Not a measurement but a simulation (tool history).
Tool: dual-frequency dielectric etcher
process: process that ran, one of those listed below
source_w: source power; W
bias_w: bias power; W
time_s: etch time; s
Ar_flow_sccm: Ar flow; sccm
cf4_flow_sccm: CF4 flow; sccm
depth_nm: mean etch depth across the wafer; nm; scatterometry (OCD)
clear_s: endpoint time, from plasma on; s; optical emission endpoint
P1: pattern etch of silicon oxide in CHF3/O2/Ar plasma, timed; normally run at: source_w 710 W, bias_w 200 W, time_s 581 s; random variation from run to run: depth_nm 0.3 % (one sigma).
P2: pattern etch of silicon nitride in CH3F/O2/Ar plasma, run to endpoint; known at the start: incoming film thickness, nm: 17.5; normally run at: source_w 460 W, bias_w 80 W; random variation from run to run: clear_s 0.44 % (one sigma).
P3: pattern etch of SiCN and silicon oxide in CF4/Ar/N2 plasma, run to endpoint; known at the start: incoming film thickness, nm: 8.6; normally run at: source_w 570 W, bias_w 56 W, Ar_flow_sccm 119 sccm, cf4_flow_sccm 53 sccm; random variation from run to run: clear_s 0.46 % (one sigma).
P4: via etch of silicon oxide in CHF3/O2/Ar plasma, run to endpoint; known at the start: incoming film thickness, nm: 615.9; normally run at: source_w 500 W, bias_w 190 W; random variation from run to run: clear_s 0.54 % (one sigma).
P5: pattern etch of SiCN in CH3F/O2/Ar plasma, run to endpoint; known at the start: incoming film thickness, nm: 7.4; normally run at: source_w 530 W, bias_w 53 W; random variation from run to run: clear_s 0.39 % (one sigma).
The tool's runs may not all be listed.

| run | hour | process | source_w | bias_w | time_s | Ar_flow_sccm | cf4_flow_sccm | hours since the last wet clean | hours since the last source power generator calibration | hours since the last bias power generator calibration | depth_nm | clear_s |
|---|---|---|---|---|---|---|---|---|---|---|---|---|
| 1 | 13.2 | P1 | 710 | 200 | 581 |  |  | 52.8 | 841.8 | 2187.6 | 1257.1 |  |
| 2 | 20.8 | P5 | 530 | 53 |  |  |  | 60.4 | 849.4 | 2195.2 |  | 19.302 |
| 3 | 27.7 | P3 | 350 | 56 |  | 119 | 53 | 67.3 | 856.3 | 2202.1 |  | 14.419 |
| 4 | 38.1 | P1 | 710 | 200 | 581 |  |  | 77.7 | 866.7 | 2212.5 | 1259.4 |  |
|  | 45.5 | bias power generator calibrated |
| 5 | 46.1 | P1 | 860 | 200 | 581 |  |  | 85.7 | 874.7 | 0.7 | 1359.1 |  |
| 6 | 55 | P3 | 570 | 56 |  | 119 | 53 | 94.6 | 883.6 | 9.6 |  | 9.5309 |
| 7 | 66.1 | P4 | 500 | 190 |  |  |  | 105.7 | 894.7 | 20.7 |  | 333.64 |
| 8 | 76.1 | P1 | 710 | 200 | 811 |  |  | 115.7 | 904.7 | 30.7 | 1760 |  |
| 9 | 89.6 | P3 | 570 | 56 |  | 119 | 39 | 129.2 | 918.2 | 44.2 |  | 10.05 |
| 10 | 102.9 | P1 | 710 | 259 | 374.5 |  |  | 142.5 | 931.5 | 57.5 | 886.61 |  |
| 11 | 115.7 | P1 | 570 | 200 | 581 |  |  | 155.3 | 944.3 | 70.3 | 1163.4 |  |
| 12 | 124.9 | P1 | 710 | 200 | 581 |  |  | 164.5 | 953.5 | 79.5 | 1259.4 |  |
| 13 | 136 | P1 | 710 | 200 | 581 |  |  | 175.6 | 964.6 | 90.6 | 1260.5 |  |
| 14 | 142.2 | P1 | 710 | 162 | 581 |  |  | 181.8 | 970.8 | 96.8 | 1182.6 |  |
| 15 | 149.5 | P1 | 710 | 270 | 581 |  |  | 189.1 | 978.1 | 104.1 | 1405.1 |  |
| 16 | 157.7 | P4 | 500 | 190 |  |  |  | 197.3 | 986.3 | 112.3 |  | 336.19 |
| 17 | 170.9 | P1 | 710 | 157 | 778.5 |  |  | 210.5 | 999.5 | 125.5 | 1559.5 |  |
| 18 | 180.2 | P5 | 430 | 53 |  |  |  | 219.8 | 1008.8 | 134.8 |  | 20.96 |
| 19 | 188 | P2 | 460 | 80 |  |  |  | 227.6 | 1016.6 | 142.6 |  | 22.938 |
| 20 | 201 | P2 | 460 | 101 |  |  |  | 240.6 | 1029.6 | 155.6 |  | 21.126 |
| 21 | 208.5 | P3 | 570 | 44 |  | 119 | 53 | 248.1 | 1037.1 | 163.1 |  | 10.364 |
| 22 | 220.1 | P1 | 710 | 200 | 581 |  |  | 259.7 | 1048.7 | 174.7 | 1257.4 |  |
| 23 | 230.6 | P1 | 710 | 200 | 448 |  |  | 270.2 | 1059.2 | 185.2 | 974.68 |  |
| 24 | 239.2 | P1 | 860 | 134 | 581 |  |  | 278.8 | 1067.8 | 193.8 | 1192.6 |  |
| 25 | 251.6 | P4 | 630 | 190 |  |  |  | 291.2 | 1080.2 | 206.2 |  | 307.69 |
| 26 | 258.9 | P4 | 500 | 121 |  |  |  | 298.5 | 1087.5 | 213.5 |  | 393.42 |
|  | 263.6 | wet clean of the chamber |
| 27 | 270.2 | P1 | 710 | 200 | 581 |  |  | 6.7 | 1098.8 | 224.8 | 1265 |  |
| 28 | 282.7 | P5 | 530 | 35 |  |  |  | 19.2 | 1111.3 | 237.3 |  | 21.869 |
| 29 | 292.3 | P5 | 530 | 53 |  |  |  | 28.8 | 1120.9 | 246.9 |  | 19.42 |
| 30 | 302.3 | P3 | 570 | 56 |  | 144 | 53 | 38.8 | 1130.9 | 256.9 |  | 9.8317 |
| 31 | 312.9 | P2 | 300 | 80 |  |  |  | 49.4 | 1141.5 | 267.5 |  | 26.557 |
| 32 | 323.1 | P1 | 710 | 200 | 581 |  |  | 59.6 | 1151.7 | 277.7 | 1259 |  |
| 33 | 330.8 | P1 | 710 | 200 | 581 |  |  | 67.3 | 1159.4 | 285.4 | 1252.2 |  |
| 34 | 338 | P1 | 710 | 200 | 581 |  |  | 74.5 | 1166.6 | 292.6 | 1255.1 |  |
| 35 | 349.7 | P1 | 710 | 200 | 581 |  |  | 86.2 | 1178.3 | 304.3 | 1250.2 |  |
| 36 | 356.2 | P1 | 710 | 200 | 581 |  |  | 92.7 | 1184.8 | 310.8 | 1242 |  |
| 37 | 367.7 | P1 | 710 | 200 | 581 |  |  | 104.2 | 1196.3 | 322.3 | 1246.1 |  |
| 38 | 381 | P1 | 710 | 200 | 581 |  |  | 117.5 | 1209.6 | 335.6 | 1249.6 |  |
| 39 | 387.1 | P1 | 710 | 200 | 581 |  |  | 123.6 | 1215.7 | 341.7 | 1242 |  |
| 40 | 393.3 | P1 | 710 | 200 | 581 |  |  | 129.8 | 1221.9 | 347.9 | 1237.6 |  |
|  | 398.8 | wet clean of the chamber |
| 41 | 401.6 | P1 | 710 | 200 | 581 |  |  | 2.9 | 1230.2 | 356.2 | 1249.1 |  |
| 42 | 414.1 | P1 | 710 | 200 | 581 |  |  | 15.4 | 1242.7 | 368.7 | 1240.9 |  |
| 43 | 427.5 | P1 | 710 | 200 | 581 |  |  | 28.8 | 1256.1 | 382.1 | 1246.7 |  |

What P1 gives has crept away from where it was. These 2 causes fit the log equally well, each at the size given:
A: source power that arrives under what is set, % = 3.98
B: bias power that arrives under what is set, % = 4.48
The creep began at about hour 323.1.
Why every other cause is out:
chamber walls in a state that lowers the etch rate, %: serviced at hour 398.8, which brought nothing back

4 check runs are offered, each on 3 wafers whose results are averaged, their results left as question marks. Which one tells the causes apart?
| check 1 | 440.9 | P4 | 500 | 190 |  |  |  |  |  |  |  | ? |
| check 2 | 440.9 | P3 | 570 | 56 |  | 119 | 53 |  |  |  |  | ? |
| check 3 | 440.9 | P5 | 530 | 53 |  |  |  |  |  |  |  | ? |
| check 4 | 440.9 | P2 | 460 | 80 |  |  |  |  |  |  |  | ? |

What each check would give under each cause:
| check | result | if A | if B |
|---|---|---|---|
| check 1 | clear_s | 342.11 | 342.21 |
| check 2 | clear_s | 9.8533 | 9.6543 |
| check 3 | clear_s | 19.639 | 19.617 |
| check 4 | clear_s | 23.193 | 23.204 |
How far apart the two closest causes lie, in the result that separates them most: check 1 0.03 %; check 2 2.04 %; check 3 0.11 %; check 4 0.05 %
Check 2 tells the causes apart: in the others they would give nearly the same result.

Then check 2 was run and gave: clear_s 9.8562 s. Which cause is it?

It is A: source power that arrives under what is set, %.

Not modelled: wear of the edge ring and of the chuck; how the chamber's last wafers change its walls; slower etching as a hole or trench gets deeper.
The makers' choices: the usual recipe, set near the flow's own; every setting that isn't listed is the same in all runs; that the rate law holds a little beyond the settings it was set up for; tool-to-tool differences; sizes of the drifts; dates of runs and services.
